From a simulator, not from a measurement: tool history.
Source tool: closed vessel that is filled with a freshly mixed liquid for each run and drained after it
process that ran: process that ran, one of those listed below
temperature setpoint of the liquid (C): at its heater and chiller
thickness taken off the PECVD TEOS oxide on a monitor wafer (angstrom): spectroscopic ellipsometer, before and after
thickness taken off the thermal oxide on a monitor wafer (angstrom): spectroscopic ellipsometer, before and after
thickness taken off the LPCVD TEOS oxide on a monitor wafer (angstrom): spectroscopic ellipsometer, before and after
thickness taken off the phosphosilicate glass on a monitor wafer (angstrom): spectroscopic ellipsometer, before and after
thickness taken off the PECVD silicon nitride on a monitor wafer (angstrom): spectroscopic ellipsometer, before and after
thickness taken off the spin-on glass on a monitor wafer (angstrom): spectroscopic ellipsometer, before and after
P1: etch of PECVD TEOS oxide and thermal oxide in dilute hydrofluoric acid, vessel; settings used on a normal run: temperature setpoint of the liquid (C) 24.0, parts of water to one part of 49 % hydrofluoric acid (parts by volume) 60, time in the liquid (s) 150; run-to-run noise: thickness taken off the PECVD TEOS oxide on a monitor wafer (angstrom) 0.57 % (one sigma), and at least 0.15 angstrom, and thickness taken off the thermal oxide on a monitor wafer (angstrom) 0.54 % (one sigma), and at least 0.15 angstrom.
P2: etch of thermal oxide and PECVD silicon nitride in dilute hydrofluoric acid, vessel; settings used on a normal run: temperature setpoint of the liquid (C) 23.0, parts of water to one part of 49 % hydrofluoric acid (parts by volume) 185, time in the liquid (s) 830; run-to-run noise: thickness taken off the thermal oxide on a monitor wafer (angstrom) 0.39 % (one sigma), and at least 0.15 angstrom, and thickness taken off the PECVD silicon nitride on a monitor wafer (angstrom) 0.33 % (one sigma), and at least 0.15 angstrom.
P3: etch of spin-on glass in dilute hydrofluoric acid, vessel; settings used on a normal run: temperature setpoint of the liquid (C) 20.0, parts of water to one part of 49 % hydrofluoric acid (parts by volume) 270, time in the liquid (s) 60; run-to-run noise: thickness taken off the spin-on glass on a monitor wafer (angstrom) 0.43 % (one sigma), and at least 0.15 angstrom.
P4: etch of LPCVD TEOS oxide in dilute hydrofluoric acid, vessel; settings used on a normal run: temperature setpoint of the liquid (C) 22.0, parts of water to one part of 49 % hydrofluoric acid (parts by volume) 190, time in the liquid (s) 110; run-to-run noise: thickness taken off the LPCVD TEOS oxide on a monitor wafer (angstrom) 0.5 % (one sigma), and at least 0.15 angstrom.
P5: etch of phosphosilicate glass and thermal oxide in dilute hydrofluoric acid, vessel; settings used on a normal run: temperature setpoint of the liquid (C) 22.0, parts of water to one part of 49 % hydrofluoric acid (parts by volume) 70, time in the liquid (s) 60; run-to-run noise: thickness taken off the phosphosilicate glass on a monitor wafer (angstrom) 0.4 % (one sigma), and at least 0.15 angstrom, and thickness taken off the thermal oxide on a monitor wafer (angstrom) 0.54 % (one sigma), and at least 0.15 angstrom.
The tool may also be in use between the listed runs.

run	hour	process that ran	temperature setpoint of the liquid (C)	parts of water to one part of 49 % hydrofluoric acid (parts by volume)	time in the liquid (s)	hours since the thermometer was replaced	hours since the hydrofluoric acid flow meter was replaced	thickness taken off the PECVD TEOS oxide on a monitor wafer (angstrom)	thickness taken off the thermal oxide on a monitor wafer (angstrom)	thickness taken off the LPCVD TEOS oxide on a monitor wafer (angstrom)	thickness taken off the phosphosilicate glass on a monitor wafer (angstrom)	thickness taken off the PECVD silicon nitride on a monitor wafer (angstrom)	thickness taken off the spin-on glass on a monitor wafer (angstrom)
1	8.1	P1	24.0	60	150	1424.1	707.7	404.57	125.440				
2	15.1	P4	22.0	190	110	1431.1	714.7			82.185			
3	25.8	P1	31.0	60	150	1441.8	725.4	539.67	166.900				
4	33.8	P5	17.0	70	60	1449.8	733.4		31.484		605.78		
5	40.6	P2	23.0	270	830	1456.6	740.2		121.440			50.755	
6	48.5	P1	24.0	60	150	1464.5	748.1	409.18	126.400				
7	56.4	P4	30.0	190	110	1472.4	756.0			110.450			
8	62.4	P3	20.0	270	100	1478.4	762.0						96.067
9	70.2	P1	24.0	60	150	1486.2	769.8	406.79	124.840				
10	80.2	P1	19.0	60	220	1496.2	779.8	487.24	151.600				
11	86.3	P1	17.0	60	150	1502.3	785.9	304.44	93.190				
12	95.1	P4	22.0	190	30	1511.1	794.7			22.468			
13	100.4	P2	23.0	185	830	1516.4	800.0		192.200			74.406	
14	106.2	P1	24.0	90	150	1522.2	805.8	261.24	81.103				
15	114.3	P5	22.0	70	60	1530.3	813.9		38.942		755.13		
16	124.6	P1	31.5	30	150	1540.6	824.2	1162.30	356.400				
17	132.4	P2	23.0	185	830	1548.4	832.0		194.530			74.423	
18	138.0	P4	22.0	115	110	1554.0	837.6			149.920			
19	147.0	P1	24.0	60	260	1563.0	846.6	698.06	220.750				
20	154.4	P4	22.0	190	110	1570.4	854.0			82.718			
21	159.6	P1	31.0	60	65	1575.6	859.2	231.95	72.705				
22	165.3	P3	20.0	65	60	1581.3	864.9						295.120
23	176.3	P2	30.5	185	830	1592.3	875.9		254.730			118.260	
24	181.9	P1	24.0	60	80	1597.9	881.5	216.95	66.750				
25	191.8	P1	24.0	60	150	1607.8	891.4	408.59	126.130				
26	200.6	P3	20.0	270	60	1616.6	900.2						57.782
27	206.0	P3	17.0	270	60	1622.0	905.6						52.023
28	215.0	P1	24.0	25	150	1631.0	914.6	1030.90	313.490				
29	222.5	P3	20.0	270	60	1638.5	922.1						58.318
30	232.6	P5	22.0	100	60	1648.6	932.2		26.180		508.23		
31	239.9	P2	23.0	185	195	1655.9	939.5		45.420			17.517	
32	250.3	P1	24.0	60	150	1666.3	949.9	408.33	125.060				
33	260.1	P5	22.0	70	110	1676.1	959.7		71.587		1369.60		
34	271.3	P1	24.0	60	150	1687.3	970.9	410.01	125.260				
35	278.8	P1	24.0	60	150	1694.8	978.4	416.68	127.690				
36	286.9	P1	24.0	60	150	1702.9	986.5	419.85	130.920				
37	296.0	P1	24.0	60	150	1712.0	995.6	428.72	133.010				
38	301.4	P1	24.0	60	150	1717.4	1001.0	424.25	131.240				
39	312.3	P1	24.0	60	150	1728.3	1011.9	429.12	132.270				
40	318.2	P1	24.0	60	150	1734.2	1017.8	427.40	132.800				
41	327.8	P1	24.0	60	150	1743.8	1027.4	430.33	133.960				
42	336.8	P1	24.0	60	150	1752.8	1036.4	434.77	133.100				
43	342.5	P1	24.0	60	150	1758.5	1042.1	433.60	133.490				
44	350.6	P1	24.0	60	150	1766.6	1050.2	433.44	134.450				

Something has made what P1 gives creep away from where it was; the 2 causes below, each at its own stated size, fit the log equally well:
A: hydrofluoric acid flow above the setpoint (%) = 5.36
B: liquid hotter than its thermometer reads (K) = 1.39
The drift started at roughly hour 271.3.

Each of the check runs listed below is run on 2 wafers and reports their average, with the results left as question marks. Pick the one under which the possible causes would lead to clearly different results.
check 1	358.7	P2	28.5	185	325				?			?	
check 2	358.7	P4	22.0	115	70					?			
check 3	358.7	P3	17.0	135	60								?
check 4	358.7	P5	17.0	70	90				?		?		

Expected result of each check under each candidate cause:
check	result	if A	if B
check 1	thickness taken off the thermal oxide on a monitor wafer (angstrom)	98.789	97.354
check 1	thickness taken off the PECVD silicon nitride on a monitor wafer (angstrom)	43.199	44.584
check 2	thickness taken off the LPCVD TEOS oxide on a monitor wafer (angstrom)	100.410	100.030
check 3	thickness taken off the spin-on glass on a monitor wafer (angstrom)	124.270	124.020
check 4	thickness taken off the thermal oxide on a monitor wafer (angstrom)	49.665	49.828
check 4	thickness taken off the phosphosilicate glass on a monitor wafer (angstrom)	963.70	966.87
Per-check spread between the two closest causes, in the result where they differ most: check 1 3.15 %; check 2 0.38 %; check 3 0.2 %; check 4 0.33 %
Check 1 tells the causes apart: in the others they would give nearly the same result.

Here is what check 1 returned: thickness taken off the thermal oxide on a monitor wafer (angstrom) 97.958; thickness taken off the PECVD silicon nitride on a monitor wafer (angstrom) 44.702. Which cause is it?

B is the cause: liquid hotter than its thermometer reads (K).
